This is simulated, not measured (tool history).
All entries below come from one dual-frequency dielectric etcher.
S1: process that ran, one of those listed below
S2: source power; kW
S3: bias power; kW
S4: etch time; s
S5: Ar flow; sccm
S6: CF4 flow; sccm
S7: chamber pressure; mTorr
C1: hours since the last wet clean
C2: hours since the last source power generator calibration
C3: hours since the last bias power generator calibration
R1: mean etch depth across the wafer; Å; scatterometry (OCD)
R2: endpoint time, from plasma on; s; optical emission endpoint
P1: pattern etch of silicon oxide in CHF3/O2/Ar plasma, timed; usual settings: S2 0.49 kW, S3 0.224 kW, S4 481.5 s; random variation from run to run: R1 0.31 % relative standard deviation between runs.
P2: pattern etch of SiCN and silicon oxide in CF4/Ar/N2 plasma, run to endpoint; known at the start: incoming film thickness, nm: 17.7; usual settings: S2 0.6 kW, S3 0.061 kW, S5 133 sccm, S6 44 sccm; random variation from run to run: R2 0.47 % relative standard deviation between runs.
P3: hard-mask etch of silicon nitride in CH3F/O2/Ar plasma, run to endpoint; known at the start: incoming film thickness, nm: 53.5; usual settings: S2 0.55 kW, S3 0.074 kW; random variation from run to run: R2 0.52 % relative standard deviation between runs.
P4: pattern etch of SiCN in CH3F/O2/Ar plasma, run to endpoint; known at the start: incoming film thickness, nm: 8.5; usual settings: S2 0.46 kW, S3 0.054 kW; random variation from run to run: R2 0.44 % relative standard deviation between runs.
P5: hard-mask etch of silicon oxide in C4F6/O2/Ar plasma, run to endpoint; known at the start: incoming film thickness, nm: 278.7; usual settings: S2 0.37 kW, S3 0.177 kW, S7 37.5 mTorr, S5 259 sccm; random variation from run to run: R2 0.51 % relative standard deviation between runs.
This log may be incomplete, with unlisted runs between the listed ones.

| run | day | S1 | S2 | S3 | S4 | S5 | S6 | S7 | C1 | C2 | C3 | R1 | R2 |
|---|---|---|---|---|---|---|---|---|---|---|---|---|---|
| 1 | 0.217 | P1 | 0.49 | 0.224 | 481.5 |  |  |  | 221.9 | 1363.6 | 1623.8 | 9421.4 |  |
| 2 | 0.446 | P3 | 0.55 | 0.074 |  |  |  |  | 227.4 | 1369.1 | 1629.3 |  | 66.841 |
| 3 | 0.667 | P1 | 0.49 | 0.146 | 481.5 |  |  |  | 232.7 | 1374.4 | 1634.6 | 8062.2 |  |
| 4 | 0.796 | P2 | 0.6 | 0.061 |  | 133 | 60 |  | 235.8 | 1377.5 | 1637.7 |  | 18.388 |
| 5 | 1.062 | P4 | 0.46 | 0.054 |  |  |  |  | 242.2 | 1383.9 | 1644.1 |  | 24.995 |
| 6 | 1.262 | P1 | 0.49 | 0.224 | 481.5 |  |  |  | 247 | 1388.7 | 1648.9 | 9401.8 |  |
| 7 | 1.425 | P1 | 0.49 | 0.224 | 297.5 |  |  |  | 250.9 | 1392.6 | 1652.8 | 5770.6 |  |
| 8 | 1.617 | P1 | 0.49 | 0.224 | 481.5 |  |  |  | 255.5 | 1397.2 | 1657.4 | 9464.9 |  |
| 9 | 1.75 | P1 | 0.49 | 0.224 | 481.5 |  |  |  | 258.7 | 1400.4 | 1660.6 | 9386.5 |  |
| 10 | 1.908 | P1 | 0.49 | 0.224 | 481.5 |  |  |  | 262.5 | 1404.2 | 1664.4 | 9391.1 |  |
| 11 | 2.121 | P1 | 0.32 | 0.224 | 481.5 |  |  |  | 267.6 | 1409.3 | 1669.5 | 8068.9 |  |
| 12 | 2.258 | P2 | 0.6 | 0.076 |  | 133 | 44 |  | 270.9 | 1412.6 | 1672.8 |  | 18.026 |
| 13 | 2.412 | P2 | 0.35 | 0.061 |  | 133 | 44 |  | 274.6 | 1416.3 | 1676.5 |  | 31.181 |
| 14 | 2.579 | P5 | 0.37 | 0.177 |  | 259 |  | 37.5 | 278.6 | 1420.3 | 1680.5 |  | 93.961 |
| 15 | 2.721 | P4 | 0.46 | 0.035 |  |  |  |  | 282 | 1423.7 | 1683.9 |  | 28.397 |
| 16 | 2.929 | P5 | 0.37 | 0.13 |  | 259 |  | 37.5 | 287 | 1428.7 | 1688.9 |  | 102.34 |
| 17 | 3.133 | P2 | 0.6 | 0.061 |  | 133 | 44 |  | 291.9 | 1433.6 | 1693.8 |  | 19.634 |
| 18 | 3.325 | P2 | 0.6 | 0.061 |  | 133 | 44 |  | 296.5 | 1438.2 | 1698.4 |  | 19.585 |
| 19 | 3.5 | P2 | 0.6 | 0.061 |  | 86 | 44 |  | 300.7 | 1442.4 | 1702.6 |  | 18.029 |
| 20 | 3.754 | P1 | 0.49 | 0.277 | 481.5 |  |  |  | 306.8 | 1448.5 | 1708.7 | 10153 |  |
| 21 | 3.908 | P3 | 0.78 | 0.074 |  |  |  |  | 310.5 | 1452.2 | 1712.4 |  | 58.873 |
| 22 | 4.167 | P1 | 0.49 | 0.273 | 327.5 |  |  |  | 316.7 | 1458.4 | 1718.6 | 6864 |  |
| 23 | 4.354 | P5 | 0.37 | 0.177 |  | 259 |  | 47.5 | 321.2 | 1462.9 | 1723.1 |  | 95.932 |
| 24 | 4.596 | P4 | 0.36 | 0.054 |  |  |  |  | 327 | 1468.7 | 1728.9 |  | 27.251 |
| 25 | 4.725 | P3 | 0.55 | 0.052 |  |  |  |  | 330.1 | 1471.8 | 1732 |  | 75.217 |
| 26 | 4.946 | P1 | 0.49 | 0.224 | 481.5 |  |  |  | 335.4 | 1477.1 | 1737.3 | 9400.1 |  |
| 27 | 5.158 | P1 | 0.49 | 0.224 | 711.5 |  |  |  | 340.5 | 1482.2 | 1742.4 | 13859 |  |
| 28 | 5.317 | P5 | 0.26 | 0.177 |  | 259 |  | 37.5 | 344.3 | 1486 | 1746.2 |  | 107.76 |
| 29 | 5.554 | P5 | 0.37 | 0.177 |  | 342 |  | 37.5 | 350 | 1491.7 | 1751.9 |  | 97.998 |
| 30 | 5.783 | P1 | 0.66 | 0.224 | 481.5 |  |  |  | 355.5 | 1497.2 | 1757.4 | 10543 |  |
| 31 | 6.021 | P1 | 0.49 | 0.224 | 481.5 |  |  |  | 361.2 | 1502.9 | 1763.1 | 9424.3 |  |
| 32 | 6.258 | P1 | 0.49 | 0.224 | 481.5 |  |  |  | 366.9 | 1508.6 | 1768.8 | 9480 |  |
| 33 | 6.425 | P1 | 0.49 | 0.224 | 481.5 |  |  |  | 370.9 | 1512.6 | 1772.8 | 9516.7 |  |
| 34 | 6.646 | P1 | 0.49 | 0.224 | 481.5 |  |  |  | 376.2 | 1517.9 | 1778.1 | 9522.3 |  |
| 35 | 6.879 | P1 | 0.49 | 0.224 | 481.5 |  |  |  | 381.8 | 1523.5 | 1783.7 | 9546.9 |  |
| 36 | 7 | P1 | 0.49 | 0.224 | 481.5 |  |  |  | 384.7 | 1526.4 | 1786.6 | 9585 |  |
| 37 | 7.258 | P1 | 0.49 | 0.224 | 481.5 |  |  |  | 390.9 | 1532.6 | 1792.8 | 9517.8 |  |
|  | 7.338 | wet clean of the chamber |
| 38 | 7.517 | P1 | 0.49 | 0.224 | 481.5 |  |  |  | 4.3 | 1538.8 | 1799 | 9491.7 |  |
| 39 | 7.788 | P1 | 0.49 | 0.224 | 481.5 |  |  |  | 10.8 | 1545.3 | 1805.5 | 9564.9 |  |

Something has made what P1 gives creep away from where it was; the 2 causes below, each at its own stated size, fit the log equally well:
A: bias power that arrives over what is set, % = 4.49
B: source power that arrives over what is set, % = 4.25
At approximately day 6.021, the process output began to creep.
What rules out each remaining cause:
chamber walls in a state that raises the etch rate, %: serviced after onset, at day 7.338, with no recovery of the prior output

The 4 check runs listed below each average the results of 3 wafers, and their outcomes are marked with question marks. Under which run would the listed causes produce clearly different results?
| check 1 | 8.058 | P3 | 0.55 | 0.074 |  |  |  |  |  |  |  |  | ? |
| check 2 | 8.058 | P5 | 0.37 | 0.177 |  | 259 |  | 37.5 |  |  |  |  | ? |
| check 3 | 8.058 | P4 | 0.46 | 0.054 |  |  |  |  |  |  |  |  | ? |
| check 4 | 8.058 | P2 | 0.6 | 0.061 |  | 133 | 44 |  |  |  |  |  | ? |

Predicted outcomes, by check and by cause:
| check | result | if A | if B |
|---|---|---|---|
| check 1 | R2 | 65.996 | 65.927 |
| check 2 | R2 | 92.507 | 92.3 |
| check 3 | R2 | 24.565 | 24.525 |
| check 4 | R2 | 19.239 | 18.851 |
Gap, in per cent, between the two causes that each check separates least, read from the result that separates them most: check 1 0.1 %; check 2 0.22 %; check 3 0.16 %; check 4 2.04 %
Check 4 tells the causes apart: in the others they would give nearly the same result.

Then check 4 was run and gave: R2 19.236 s. Which cause is it?

The correct cause is A, namely: bias power that arrives over what is set, %.
